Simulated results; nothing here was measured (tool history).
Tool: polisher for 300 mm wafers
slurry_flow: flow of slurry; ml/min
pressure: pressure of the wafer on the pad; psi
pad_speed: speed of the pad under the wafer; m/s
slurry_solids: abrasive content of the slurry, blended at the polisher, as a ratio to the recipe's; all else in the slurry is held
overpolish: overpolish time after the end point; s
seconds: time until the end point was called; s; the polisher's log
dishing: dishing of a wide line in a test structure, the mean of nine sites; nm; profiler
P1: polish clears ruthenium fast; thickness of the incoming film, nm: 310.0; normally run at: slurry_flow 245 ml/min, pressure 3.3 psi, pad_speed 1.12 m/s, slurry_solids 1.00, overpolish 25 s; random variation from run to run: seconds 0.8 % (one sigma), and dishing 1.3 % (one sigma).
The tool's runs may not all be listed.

Run 1, hour 4.4: slurry_flow 245 ml/min, pressure 3.3 psi, pad_speed 1.12 m/s, slurry_solids 1.00, overpolish 25 s. Result: seconds 66.750 s, dishing 31.492 nm.
Run 2, hour 11.7: slurry_flow 245 ml/min, pressure 4.3 psi, pad_speed 1.12 m/s, slurry_solids 1.00, overpolish 25 s. Result: seconds 50.946 s, dishing 32.426 nm.
Run 3, hour 16.9: slurry_flow 245 ml/min, pressure 3.3 psi, pad_speed 1.12 m/s, slurry_solids 1.00, overpolish 25 s. Result: seconds 66.060 s, dishing 31.682 nm.
Run 4, hour 21.1: slurry_flow 245 ml/min, pressure 3.3 psi, pad_speed 0.54 m/s, slurry_solids 1.00, overpolish 25 s. Result: seconds 136.610 s, dishing 26.060 nm.
Run 5, hour 28.3: slurry_flow 350 ml/min, pressure 3.3 psi, pad_speed 1.12 m/s, slurry_solids 1.00, overpolish 25 s. Result: seconds 64.296 s, dishing 32.368 nm.
Run 6, hour 36.8: slurry_flow 245 ml/min, pressure 3.3 psi, pad_speed 1.12 m/s, slurry_solids 1.00, overpolish 25 s. Result: seconds 66.110 s, dishing 31.809 nm.
Run 7, hour 42.9: slurry_flow 245 ml/min, pressure 3.3 psi, pad_speed 1.12 m/s, slurry_solids 1.00, overpolish 25 s. Result: seconds 66.039 s, dishing 32.202 nm.
At hour 45.7: slurry nozzle cleaned.
Run 8, hour 51.3: slurry_flow 245 ml/min, pressure 3.3 psi, pad_speed 1.54 m/s, slurry_solids 1.00, overpolish 25 s. Result: seconds 48.119 s, dishing 32.613 nm.
Run 9, hour 55.8: slurry_flow 245 ml/min, pressure 1.9 psi, pad_speed 1.12 m/s, slurry_solids 1.00, overpolish 25 s. Result: seconds 115.960 s, dishing 27.750 nm.
Run 10, hour 63.7: slurry_flow 245 ml/min, pressure 3.3 psi, pad_speed 1.12 m/s, slurry_solids 1.00, overpolish 41 s. Result: seconds 66.917 s, dishing 32.699 nm.
Run 11, hour 69.4: slurry_flow 150 ml/min, pressure 3.3 psi, pad_speed 1.12 m/s, slurry_solids 1.00, overpolish 25 s. Result: seconds 70.823 s, dishing 31.659 nm.
At hour 76.5: head pressure recalibrated.
Run 12, hour 76.7: slurry_flow 245 ml/min, pressure 4.6 psi, pad_speed 1.12 m/s, slurry_solids 0.80, overpolish 25 s. Result: seconds 53.499 s, dishing 32.839 nm.
Run 13, hour 81.0: slurry_flow 245 ml/min, pressure 3.3 psi, pad_speed 1.12 m/s, slurry_solids 0.50, overpolish 25 s. Result: seconds 96.424 s, dishing 29.183 nm.
Run 14, hour 89.5: slurry_flow 245 ml/min, pressure 3.3 psi, pad_speed 1.12 m/s, slurry_solids 1.00, overpolish 8 s. Result: seconds 66.301 s, dishing 21.293 nm.
Run 15, hour 97.5: slurry_flow 245 ml/min, pressure 3.3 psi, pad_speed 1.12 m/s, slurry_solids 1.00, overpolish 25 s. Result: seconds 65.377 s, dishing 31.482 nm.
Run 16, hour 105.8: slurry_flow 245 ml/min, pressure 3.3 psi, pad_speed 1.12 m/s, slurry_solids 1.25, overpolish 25 s. Result: seconds 60.461 s, dishing 32.436 nm.
Run 17, hour 113.3: slurry_flow 245 ml/min, pressure 3.3 psi, pad_speed 1.12 m/s, slurry_solids 1.00, overpolish 25 s. Result: seconds 65.907 s, dishing 32.247 nm.
Run 18, hour 121.1: slurry_flow 245 ml/min, pressure 3.3 psi, pad_speed 1.12 m/s, slurry_solids 1.00, overpolish 25 s. Result: seconds 69.493 s, dishing 31.877 nm.
Run 19, hour 129.7: slurry_flow 245 ml/min, pressure 3.3 psi, pad_speed 1.12 m/s, slurry_solids 1.00, overpolish 25 s. Result: seconds 71.486 s, dishing 32.235 nm.
Run 20, hour 138.0: slurry_flow 245 ml/min, pressure 3.3 psi, pad_speed 1.12 m/s, slurry_solids 1.00, overpolish 25 s. Result: seconds 72.476 s, dishing 32.558 nm.
Run 21, hour 143.1: slurry_flow 245 ml/min, pressure 3.3 psi, pad_speed 1.12 m/s, slurry_solids 1.00, overpolish 25 s. Result: seconds 73.037 s, dishing 31.613 nm.
At hour 149.0: slurry nozzle cleaned.
Run 22, hour 151.5: slurry_flow 245 ml/min, pressure 3.3 psi, pad_speed 1.12 m/s, slurry_solids 1.00, overpolish 25 s. Result: seconds 73.152 s, dishing 31.222 nm.
Run 23, hour 156.3: slurry_flow 245 ml/min, pressure 3.3 psi, pad_speed 1.12 m/s, slurry_solids 1.00, overpolish 25 s. Result: seconds 72.910 s, dishing 32.056 nm.
Run 24, hour 163.4: slurry_flow 245 ml/min, pressure 3.3 psi, pad_speed 1.12 m/s, slurry_solids 1.00, overpolish 25 s. Result: seconds 73.723 s, dishing 31.458 nm.
At hour 163.9: head pressure recalibrated.
Run 25, hour 171.0: slurry_flow 245 ml/min, pressure 3.3 psi, pad_speed 1.12 m/s, slurry_solids 1.00, overpolish 25 s. Result: seconds 75.238 s, dishing 31.867 nm.
Run 26, hour 175.3: slurry_flow 245 ml/min, pressure 3.3 psi, pad_speed 1.12 m/s, slurry_solids 1.00, overpolish 25 s. Result: seconds 74.683 s, dishing 31.326 nm.
Run 27, hour 181.7: slurry_flow 245 ml/min, pressure 3.3 psi, pad_speed 1.12 m/s, slurry_solids 1.00, overpolish 25 s. Result: seconds 74.142 s, dishing 30.862 nm.

What P1 gives has crept away from where it was. These 2 causes fit the log equally well, each at the size given:
A: abrasive missing from the slurry, % = 21.5
B: removal rate lost through wear of the pad, % = 11
The creep began at about hour 113.3.
Why every other cause is out:
slurry flow missing at the pad, %: serviced at hour 149.0, which brought nothing back
head's pressure below its setpoint, %: serviced at hour 163.9, which brought nothing back

4 check runs are offered, each on 5 wafers whose results are averaged, their results left as question marks. Which one tells the causes apart?
Run check 1, hour 188.1: slurry_flow 170 ml/min, pressure 4.2 psi, pad_speed 1.12 m/s, slurry_solids 1.00, overpolish 25 s. Result: seconds ?, dishing ?.
Run check 2, hour 188.1: slurry_flow 245 ml/min, pressure 3.3 psi, pad_speed 0.56 m/s, slurry_solids 1.00, overpolish 25 s. Result: seconds ?, dishing ?.
Run check 3, hour 188.1: slurry_flow 160 ml/min, pressure 3.3 psi, pad_speed 1.12 m/s, slurry_solids 0.60, overpolish 25 s. Result: seconds ?, dishing ?.
Run check 4, hour 188.1: slurry_flow 315 ml/min, pressure 3.3 psi, pad_speed 0.66 m/s, slurry_solids 1.00, overpolish 25 s. Result: seconds ?, dishing ?.

What each check would give under each cause:
  check   result     if A     if B
check 1  seconds   61.441   61.392
check 1  dishing   32.247   32.250
check 2  seconds  149.190  149.080
check 2  dishing   25.268   25.277
check 3  seconds  106.040  102.780
check 3  dishing   28.797   29.074
check 4  seconds  123.570  123.470
check 4  dishing   27.319   27.328
How far apart the two closest causes lie, in the result that separates them most: check 1 0.08 %; check 2 0.08 %; check 3 3.12 %; check 4 0.08 %
Only check 3 tells the causes apart: in the others they would give nearly the same result.

Then check 3 was run and gave: seconds 105.690 s; dishing 28.769 nm. Which cause is it?

It is A: abrasive missing from the slurry, %.

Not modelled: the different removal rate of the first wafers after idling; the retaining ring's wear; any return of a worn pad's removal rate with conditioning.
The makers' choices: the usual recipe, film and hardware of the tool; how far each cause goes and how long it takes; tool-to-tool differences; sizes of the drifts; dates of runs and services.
